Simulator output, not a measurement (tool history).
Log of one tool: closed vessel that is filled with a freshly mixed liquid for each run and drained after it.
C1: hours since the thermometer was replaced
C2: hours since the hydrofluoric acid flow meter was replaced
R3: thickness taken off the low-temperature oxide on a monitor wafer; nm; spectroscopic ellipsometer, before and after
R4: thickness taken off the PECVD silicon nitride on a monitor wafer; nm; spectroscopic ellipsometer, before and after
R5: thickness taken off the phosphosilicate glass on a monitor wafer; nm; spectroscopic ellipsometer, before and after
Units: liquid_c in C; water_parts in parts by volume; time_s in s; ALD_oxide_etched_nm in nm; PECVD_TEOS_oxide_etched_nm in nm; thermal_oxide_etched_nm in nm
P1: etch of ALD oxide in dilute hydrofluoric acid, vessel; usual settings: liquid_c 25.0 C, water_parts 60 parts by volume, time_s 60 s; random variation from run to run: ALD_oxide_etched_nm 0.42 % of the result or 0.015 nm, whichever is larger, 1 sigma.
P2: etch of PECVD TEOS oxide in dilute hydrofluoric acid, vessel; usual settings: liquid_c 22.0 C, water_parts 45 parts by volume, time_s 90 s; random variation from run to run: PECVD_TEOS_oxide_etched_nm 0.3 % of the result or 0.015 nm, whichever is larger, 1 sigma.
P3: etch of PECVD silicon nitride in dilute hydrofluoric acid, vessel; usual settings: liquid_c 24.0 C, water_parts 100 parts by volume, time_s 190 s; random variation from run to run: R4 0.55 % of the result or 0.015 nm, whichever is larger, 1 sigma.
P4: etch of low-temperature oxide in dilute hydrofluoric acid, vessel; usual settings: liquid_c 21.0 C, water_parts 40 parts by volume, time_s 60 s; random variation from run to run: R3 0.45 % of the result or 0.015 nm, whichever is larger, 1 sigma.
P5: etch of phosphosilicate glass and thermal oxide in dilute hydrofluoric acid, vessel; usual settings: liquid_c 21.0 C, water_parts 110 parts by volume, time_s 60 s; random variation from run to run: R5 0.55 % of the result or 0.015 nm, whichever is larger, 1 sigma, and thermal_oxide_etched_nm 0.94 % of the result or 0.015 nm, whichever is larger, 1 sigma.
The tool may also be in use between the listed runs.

run 1 hour=18.4 | process=P1 liquid_c=25.0 water_parts=60 time_s=60 | C1=1338.0 C2=390.7 | ALD_oxide_etched_nm=10.4920
run 2 hour=31.8 | process=P2 liquid_c=22.0 water_parts=45 time_s=90 | C1=1351.4 C2=404.1 | PECVD_TEOS_oxide_etched_nm=55.581
run 3 hour=44.3 | process=P4 liquid_c=21.0 water_parts=40 time_s=60 | C1=1363.9 C2=416.6 | R3=32.587
run 4 hour=58.0 | process=P3 liquid_c=24.0 water_parts=100 time_s=190 | C1=1377.6 C2=430.3 | R4=6.5623
run 5 hour=76.7 | process=P5 liquid_c=21.0 water_parts=110 time_s=30 | C1=1396.3 C2=449.0 | R5=17.623 thermal_oxide_etched_nm=1.1216
run 6 hour=88.5 | process=P2 liquid_c=22.0 water_parts=45 time_s=90 | C1=1408.1 C2=460.8 | PECVD_TEOS_oxide_etched_nm=55.650
run 7 hour=97.5 | process=P3 liquid_c=24.0 water_parts=100 time_s=300 | C1=1417.1 C2=469.8 | R4=10.3790
run 8 hour=105.9 | process=P2 liquid_c=30.0 water_parts=45 time_s=90 | C1=1425.5 C2=478.2 | PECVD_TEOS_oxide_etched_nm=76.521
run 9 hour=124.4 | process=P1 liquid_c=31.0 water_parts=80 time_s=60 | C1=1444.0 C2=496.7 | ALD_oxide_etched_nm=9.7267
run 10 hour=134.0 | process=P5 liquid_c=21.0 water_parts=60 time_s=60 | C1=1453.6 C2=506.3 | R5=68.178 thermal_oxide_etched_nm=4.2590
run 11 hour=148.0 | process=P4 liquid_c=26.5 water_parts=40 time_s=60 | C1=1467.6 C2=520.3 | R3=40.935
run 12 hour=156.3 | process=P3 liquid_c=24.0 water_parts=65 time_s=190 | C1=1475.9 C2=528.6 | R4=9.9720
run 13 hour=168.5 | process=P1 liquid_c=25.0 water_parts=60 time_s=60 | C1=1488.1 C2=540.8 | ALD_oxide_etched_nm=10.4940
run 14 hour=180.3 | process=P1 liquid_c=25.0 water_parts=60 time_s=60 | C1=1499.9 C2=552.6 | ALD_oxide_etched_nm=10.5240
run 15 hour=193.2 | process=P5 liquid_c=27.0 water_parts=110 time_s=60 | C1=1512.8 C2=565.5 | R5=44.235 thermal_oxide_etched_nm=2.8071
run 16 hour=205.9 | process=P1 liquid_c=25.0 water_parts=60 time_s=110 | C1=1525.5 C2=578.2 | ALD_oxide_etched_nm=19.1960
run 17 hour=216.1 | process=P2 liquid_c=22.0 water_parts=25 time_s=90 | C1=1535.7 C2=588.4 | PECVD_TEOS_oxide_etched_nm=101.900
run 18 hour=233.0 | process=P5 liquid_c=21.0 water_parts=110 time_s=60 | C1=1552.6 C2=605.3 | R5=35.168 thermal_oxide_etched_nm=2.2221
run 19 hour=245.5 | process=P4 liquid_c=21.0 water_parts=40 time_s=30 | C1=1565.1 C2=617.8 | R3=16.162
run 20 hour=259.9 | process=P1 liquid_c=25.0 water_parts=60 time_s=30 | C1=1579.5 C2=632.2 | ALD_oxide_etched_nm=5.2399
run 21 hour=272.7 | process=P1 liquid_c=30.5 water_parts=20 time_s=60 | C1=1592.3 C2=645.0 | ALD_oxide_etched_nm=41.5160
run 22 hour=290.3 | process=P1 liquid_c=30.0 water_parts=60 time_s=60 | C1=1609.9 C2=662.6 | ALD_oxide_etched_nm=12.9070
run 23 hour=306.2 | process=P1 liquid_c=25.0 water_parts=105 time_s=60 | C1=1625.8 C2=678.5 | ALD_oxide_etched_nm=5.6576
run 24 hour=315.7 | process=P1 liquid_c=25.0 water_parts=60 time_s=60 | C1=1635.3 C2=688.0 | ALD_oxide_etched_nm=10.4600
run 25 hour=332.0 | process=P4 liquid_c=21.0 water_parts=20 time_s=60 | C1=1651.6 C2=704.3 | R3=66.924
run 26 hour=341.5 | process=P1 liquid_c=25.0 water_parts=25 time_s=60 | C1=1661.1 C2=713.8 | ALD_oxide_etched_nm=26.5160
run 27 hour=353.5 | process=P2 liquid_c=22.0 water_parts=45 time_s=30 | C1=1673.1 C2=725.8 | PECVD_TEOS_oxide_etched_nm=18.496
run 28 hour=364.0 | process=P3 liquid_c=29.0 water_parts=100 time_s=190 | C1=1683.6 C2=736.3 | R4=8.9526
run 29 hour=382.6 | process=P1 liquid_c=19.0 water_parts=60 time_s=60 | C1=1702.2 C2=754.9 | ALD_oxide_etched_nm=8.1756
run 30 hour=400.2 | process=P1 liquid_c=25.0 water_parts=95 time_s=105 | C1=1719.8 C2=772.5 | ALD_oxide_etched_nm=11.0370
run 31 hour=418.1 | process=P1 liquid_c=25.0 water_parts=60 time_s=60 | C1=1737.7 C2=790.4 | ALD_oxide_etched_nm=10.5080
run 32 hour=433.9 | process=P1 liquid_c=25.0 water_parts=60 time_s=60 | C1=1753.5 C2=806.2 | ALD_oxide_etched_nm=10.9120
run 33 hour=444.8 | process=P1 liquid_c=25.0 water_parts=60 time_s=60 | C1=1764.4 C2=817.1 | ALD_oxide_etched_nm=11.1070
run 34 hour=457.1 | process=P1 liquid_c=25.0 water_parts=60 time_s=60 | C1=1776.7 C2=829.4 | ALD_oxide_etched_nm=11.2960
run 35 hour=465.5 | process=P1 liquid_c=25.0 water_parts=60 time_s=60 | C1=1785.1 C2=837.8 | ALD_oxide_etched_nm=11.2720
run 36 hour=479.5 | process=P1 liquid_c=25.0 water_parts=60 time_s=60 | C1=1799.1 C2=851.8 | ALD_oxide_etched_nm=11.3220
run 37 hour=495.2 | process=P1 liquid_c=25.0 water_parts=60 time_s=60 | C1=1814.8 C2=867.5 | ALD_oxide_etched_nm=11.4170
run 38 hour=509.6 | process=P1 liquid_c=25.0 water_parts=60 time_s=60 | C1=1829.2 C2=881.9 | ALD_oxide_etched_nm=11.3820
run 39 hour=520.7 | process=P1 liquid_c=25.0 water_parts=60 time_s=60 | C1=1840.3 C2=893.0 | ALD_oxide_etched_nm=11.4060

What P1 gives has crept away from where it was. These 2 causes fit the log equally well, each at the size given:
A: liquid hotter than its thermometer reads (K) = 2.07
B: hydrofluoric acid flow above the setpoint (%) = 8
The creep began at about hour 418.1.

4 check runs are offered, one wafer each, their results left as question marks. Which one tells the causes apart?
run check 1 hour=531.8 | process=P3 liquid_c=24.0 water_parts=100 time_s=190 | R4=?
run check 2 hour=531.8 | process=P2 liquid_c=22.0 water_parts=45 time_s=90 | PECVD_TEOS_oxide_etched_nm=?
run check 3 hour=531.8 | process=P5 liquid_c=21.0 water_parts=110 time_s=60 | R5=? thermal_oxide_etched_nm=?
run check 4 hour=531.8 | process=P4 liquid_c=21.0 water_parts=40 time_s=60 | R3=?

What each check would give under each cause:
check=check_1 result=R4 if_A=7.5182 if_B=7.0854
check=check_2 result=PECVD_TEOS_oxide_etched_nm if_A=60.319 if_B=60.014
check=check_3 result=R5 if_A=37.955 if_B=38.080
check=check_3 result=thermal_oxide_etched_nm if_A=2.4051 if_B=2.4131
check=check_4 result=R3 if_A=35.417 if_B=35.183
How far apart the two closest causes lie, in the result that separates them most: check 1 5.93 %; check 2 0.51 %; check 3 0.33 %; check 4 0.66 %
Only check 1 tells the causes apart: in the others they would give nearly the same result.

Check 1 was then run and gave: R4 7.5561 nm. Which cause is it?

It is A: liquid hotter than its thermometer reads (K).

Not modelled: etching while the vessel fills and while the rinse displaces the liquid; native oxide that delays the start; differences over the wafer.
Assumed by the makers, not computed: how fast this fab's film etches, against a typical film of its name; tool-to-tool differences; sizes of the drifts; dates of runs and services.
